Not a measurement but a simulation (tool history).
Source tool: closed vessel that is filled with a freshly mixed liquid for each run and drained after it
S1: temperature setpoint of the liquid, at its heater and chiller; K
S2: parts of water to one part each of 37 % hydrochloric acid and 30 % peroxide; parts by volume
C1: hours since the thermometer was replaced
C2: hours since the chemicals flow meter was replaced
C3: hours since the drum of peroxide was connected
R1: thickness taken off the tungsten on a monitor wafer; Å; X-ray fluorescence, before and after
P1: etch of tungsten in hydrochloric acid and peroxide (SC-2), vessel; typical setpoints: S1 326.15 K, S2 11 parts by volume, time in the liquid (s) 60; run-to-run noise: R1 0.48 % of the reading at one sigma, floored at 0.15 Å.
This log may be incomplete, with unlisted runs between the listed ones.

Run 1, hour 6.7: S1 326.15 K, S2 11 parts by volume, time in the liquid (s) 60; C1 2072.8; C2 642.3; C3 918.3. Result: R1 132.45 Å.
Run 2, hour 13.9: S1 326.15 K, S2 11 parts by volume, time in the liquid (s) 60; C1 2080; C2 649.5; C3 925.5. Result: R1 131.67 Å.
Run 3, hour 25.2: S1 326.15 K, S2 11 parts by volume, time in the liquid (s) 60; C1 2091.3; C2 660.8; C3 936.8. Result: R1 132.96 Å.
Run 4, hour 32.6: S1 326.15 K, S2 11 parts by volume, time in the liquid (s) 115; C1 2098.7; C2 668.2; C3 944.2. Result: R1 254.12 Å.
Run 5, hour 41.7: S1 315.65 K, S2 11 parts by volume, time in the liquid (s) 60; C1 2107.8; C2 677.3; C3 953.3. Result: R1 65.317 Å.
Run 6, hour 50: S1 326.15 K, S2 11 parts by volume, time in the liquid (s) 60; C1 2116.1; C2 685.6; C3 961.6. Result: R1 132.31 Å.
Run 7, hour 58.8: S1 336.15 K, S2 5 parts by volume, time in the liquid (s) 60; C1 2124.9; C2 694.4; C3 970.4. Result: R1 464.51 Å.
Run 8, hour 65.5: S1 326.15 K, S2 19 parts by volume, time in the liquid (s) 60; C1 2131.6; C2 701.1; C3 977.1. Result: R1 82.71 Å.
Run 9, hour 79.2: S1 334.15 K, S2 11 parts by volume, time in the liquid (s) 60; C1 2145.3; C2 714.8; C3 990.8. Result: R1 222.12 Å.
Run 10, hour 87: S1 326.15 K, S2 11 parts by volume, time in the liquid (s) 60; C1 2153.1; C2 722.6; C3 998.6. Result: R1 134 Å.
Run 11, hour 96: S1 326.15 K, S2 11 parts by volume, time in the liquid (s) 30; C1 2162.1; C2 731.6; C3 1007.6. Result: R1 66.064 Å.
Run 12, hour 107: S1 326.15 K, S2 4 parts by volume, time in the liquid (s) 60; C1 2173.1; C2 742.6; C3 1018.6. Result: R1 285.26 Å.
Run 13, hour 115.9: S1 326.15 K, S2 11 parts by volume, time in the liquid (s) 60; C1 2182; C2 751.5; C3 1027.5. Result: R1 133.44 Å.
Run 14, hour 128.4: S1 326.15 K, S2 11 parts by volume, time in the liquid (s) 60; C1 2194.5; C2 764; C3 1040. Result: R1 138.87 Å.
Run 15, hour 137.2: S1 326.15 K, S2 11 parts by volume, time in the liquid (s) 60; C1 2203.3; C2 772.8; C3 1048.8. Result: R1 141.62 Å.
Run 16, hour 148.2: S1 326.15 K, S2 11 parts by volume, time in the liquid (s) 60; C1 2214.3; C2 783.8; C3 1059.8. Result: R1 141.82 Å.
Run 17, hour 157.3: S1 326.15 K, S2 11 parts by volume, time in the liquid (s) 60; C1 2223.4; C2 792.9; C3 1068.9. Result: R1 144.12 Å.
Run 18, hour 166.7: S1 326.15 K, S2 11 parts by volume, time in the liquid (s) 60; C1 2232.8; C2 802.3; C3 1078.3. Result: R1 142.7 Å.
Run 19, hour 175.1: S1 326.15 K, S2 11 parts by volume, time in the liquid (s) 60; C1 2241.2; C2 810.7; C3 1086.7. Result: R1 142.98 Å.

P1 no longer gives what it gave before; its output has crept away from where it was. The following 2 causes, each at its listed size, fit the log equally well:
A: liquid hotter than its thermometer reads (K) = 1.18
B: chemicals flow above the setpoint (%) = 9.56
The drift started at roughly hour 115.9.
What rules out each remaining cause:
peroxide weaker than its label (%): capped at 8; at that size R1 would change by -7.4 %, too little to explain the creep or opposite to it

Consider the 4 check runs below, whose results appear as question marks and each of which averages 3 wafers. Which one distinguishes the causes, in that each cause would give it a clearly different result?
Run check 1, hour 183.5: S1 326.15 K, S2 16 parts by volume, time in the liquid (s) 85. Result: R1 ?.
Run check 2, hour 183.5: S1 326.15 K, S2 18.5 parts by volume, time in the liquid (s) 60. Result: R1 ?.
Run check 3, hour 183.5: S1 318.15 K, S2 4 parts by volume, time in the liquid (s) 60. Result: R1 ?.
Run check 4, hour 183.5: S1 332.15 K, S2 7.5 parts by volume, time in the liquid (s) 60. Result: R1 ?.

How each check would come out, cause by cause:
  check  result    if A    if B
check 1      R1  146.59  147.14
check 2      R1  90.857  91.317
check 3      R1  182.19  178.41
check 4      R1  287.52   286.7
Minimum pairwise separation of causes per check, each pair taken at its best-separating result: check 1 0.38 %; check 2 0.5 %; check 3 2.09 %; check 4 0.29 %
Check 3 distinguishes between the causes, while the remaining checks would return nearly the same result for all of them.

Running check 3 produced the following: R1 178.81 Å. Which one of the listed causes fits?

Of the candidate causes, it is B: chemicals flow above the setpoint (%).

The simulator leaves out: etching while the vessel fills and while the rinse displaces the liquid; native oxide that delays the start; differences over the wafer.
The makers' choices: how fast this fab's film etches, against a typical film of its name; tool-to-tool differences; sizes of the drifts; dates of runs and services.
